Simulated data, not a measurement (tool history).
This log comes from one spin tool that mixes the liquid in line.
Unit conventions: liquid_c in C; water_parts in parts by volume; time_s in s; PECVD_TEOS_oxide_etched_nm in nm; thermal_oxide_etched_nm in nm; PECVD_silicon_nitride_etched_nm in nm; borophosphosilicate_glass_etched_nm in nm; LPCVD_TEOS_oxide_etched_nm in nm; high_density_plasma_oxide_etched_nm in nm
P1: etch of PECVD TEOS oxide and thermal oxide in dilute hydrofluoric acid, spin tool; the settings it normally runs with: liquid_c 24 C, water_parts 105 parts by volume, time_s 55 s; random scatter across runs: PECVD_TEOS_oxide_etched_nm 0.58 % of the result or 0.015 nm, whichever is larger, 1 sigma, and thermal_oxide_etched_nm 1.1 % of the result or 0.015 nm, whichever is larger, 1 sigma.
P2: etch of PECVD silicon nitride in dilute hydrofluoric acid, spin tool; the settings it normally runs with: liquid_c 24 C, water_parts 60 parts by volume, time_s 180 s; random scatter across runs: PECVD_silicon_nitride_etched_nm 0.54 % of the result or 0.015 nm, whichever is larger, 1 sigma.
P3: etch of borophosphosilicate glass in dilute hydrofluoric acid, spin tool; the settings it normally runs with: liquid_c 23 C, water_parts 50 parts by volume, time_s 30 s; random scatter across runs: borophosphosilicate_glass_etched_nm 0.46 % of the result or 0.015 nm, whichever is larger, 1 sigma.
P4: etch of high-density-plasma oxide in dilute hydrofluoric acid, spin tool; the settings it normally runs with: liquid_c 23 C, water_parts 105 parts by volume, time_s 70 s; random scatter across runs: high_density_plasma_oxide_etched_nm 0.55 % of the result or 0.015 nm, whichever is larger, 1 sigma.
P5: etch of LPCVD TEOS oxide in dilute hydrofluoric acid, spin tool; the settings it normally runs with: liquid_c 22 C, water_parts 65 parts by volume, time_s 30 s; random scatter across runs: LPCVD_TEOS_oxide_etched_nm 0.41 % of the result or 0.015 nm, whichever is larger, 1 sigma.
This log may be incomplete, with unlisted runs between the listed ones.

run	hour	process	liquid_c	water_parts	time_s	hours since the thermometer was replaced	hours since the hydrofluoric acid flow meter was replaced	PECVD_TEOS_oxide_etched_nm	thermal_oxide_etched_nm	PECVD_silicon_nitride_etched_nm	borophosphosilicate_glass_etched_nm	LPCVD_TEOS_oxide_etched_nm	high_density_plasma_oxide_etched_nm
1	8.2	P1	24	105	55	742.9	649.6	5.4534	2.58690				
2	14.4	P2	24	30	180	749.1	655.8			13.7230			
3	19.9	P1	24	105	55	754.6	661.3	5.4487	2.54660				
4	27.4	P1	24	105	80	762.1	668.8	7.8705	3.70360				
5	34.3	P3	19	50	30	769.0	675.7				38.285		
6	39.8	P1	24	185	105	774.5	681.2	5.3175	2.52200				
7	46.4	P1	17	30	55	781.1	687.8	15.6440	7.23500				
8	54.2	P5	22	65	30	788.9	695.6					15.7370	
9	61.0	P1	24	105	55	795.7	702.4	5.4689	2.55430				
10	67.7	P4	23	105	70	802.4	709.1						4.4511
11	73.4	P2	24	60	180	808.1	714.8			6.9489			
12	79.4	P4	17	105	70	814.1	720.8						3.5347
13	89.4	P3	23	50	50	824.1	730.8				74.905		
14	94.0	P2	24	60	180	828.7	735.4			6.9549			
15	102.0	P1	24	60	55	836.7	743.4	10.0690	4.76220				
16	111.7	P4	23	45	70	846.4	753.1						11.3700
# hour 121.1: hydrofluoric acid flow meter replaced
17	121.4	P5	22	20	30	856.1	0.4					53.6970	
18	130.8	P5	27	65	30	865.5	9.8					19.1620	
19	136.0	P3	23	85	30	870.7	15.0				25.557		
20	144.5	P2	17	60	180	879.2	23.5			4.3180			
21	151.6	P1	24	105	55	886.3	30.6	5.4533	2.53190				
22	156.5	P1	24	105	15	891.2	35.5	1.4708	0.69227				
23	163.9	P1	17	105	55	898.6	42.9	4.0859	1.91800				
24	170.5	P3	23	50	30	905.2	49.5				45.226		
25	175.9	P4	23	105	120	910.6	54.9						7.7536
26	184.9	P5	22	65	15	919.6	63.9					7.7861	
27	193.9	P1	24	170	55	928.6	72.9	3.1169	1.46050				
28	202.7	P1	30	105	55	937.4	81.7	6.7960	3.20310				
29	210.9	P1	24	105	55	945.6	89.9	5.4600	2.49730				
30	215.7	P1	24	105	55	950.4	94.7	5.4175	2.51350				
31	221.2	P2	24	60	365	955.9	100.2			14.2440			
32	225.6	P1	24	105	55	960.3	104.6	5.4896	2.59640				
33	232.8	P1	24	105	55	967.5	111.8	5.6724	2.73270				
34	240.9	P1	24	105	55	975.6	119.9	5.7777	2.69280				
35	247.2	P1	24	105	55	981.9	126.2	5.8164	2.72410				
36	252.3	P1	24	105	55	987.0	131.3	5.7863	2.75640				
37	260.2	P1	24	105	55	994.9	139.2	5.8800	2.75210				
38	268.4	P1	24	105	55	1003.1	147.4	5.9061	2.71420				
39	273.7	P1	24	105	55	1008.4	152.7	5.9248	2.79630				
40	279.9	P1	24	105	55	1014.6	158.9	5.8892	2.73940				

What P1 gives has crept away from where it was. These 2 causes fit the log equally well, each at the size given:
A: hydrofluoric acid flow above the setpoint (%) = 7.09
B: liquid hotter than its thermometer reads (K) = 1.97
Creep in the process output first set in at about hour 225.6.

4 check runs are offered, one wafer each, their results left as question marks. Which one tells the causes apart?
check 1	286.1	P5	22.0	45	15							?	
check 2	286.1	P2	24.0	60	340					?			
check 3	286.1	P3	19.5	50	50						?		
check 4	286.1	P4	23.0	75	70								?

How each check would come out, cause by cause:
check	result	if A	if B
check 1	LPCVD_TEOS_oxide_etched_nm	12.4610	12.5830
check 2	PECVD_silicon_nitride_etched_nm	14.1050	15.0390
check 3	borophosphosilicate_glass_etched_nm	69.779	70.546
check 4	high_density_plasma_oxide_etched_nm	7.0806	7.1142
Smallest distance between any two causes, each pair judged by its most separating result, in per cent: check 1 0.97 %; check 2 6.41 %; check 3 1.09 %; check 4 0.47 %
Only in check 2 would the causes give clearly different results; in the remaining checks their results would be nearly the same.

Here is what check 2 returned: PECVD_silicon_nitride_etched_nm 13.9670 nm. Which cause is it?

It is A: hydrofluoric acid flow above the setpoint (%).
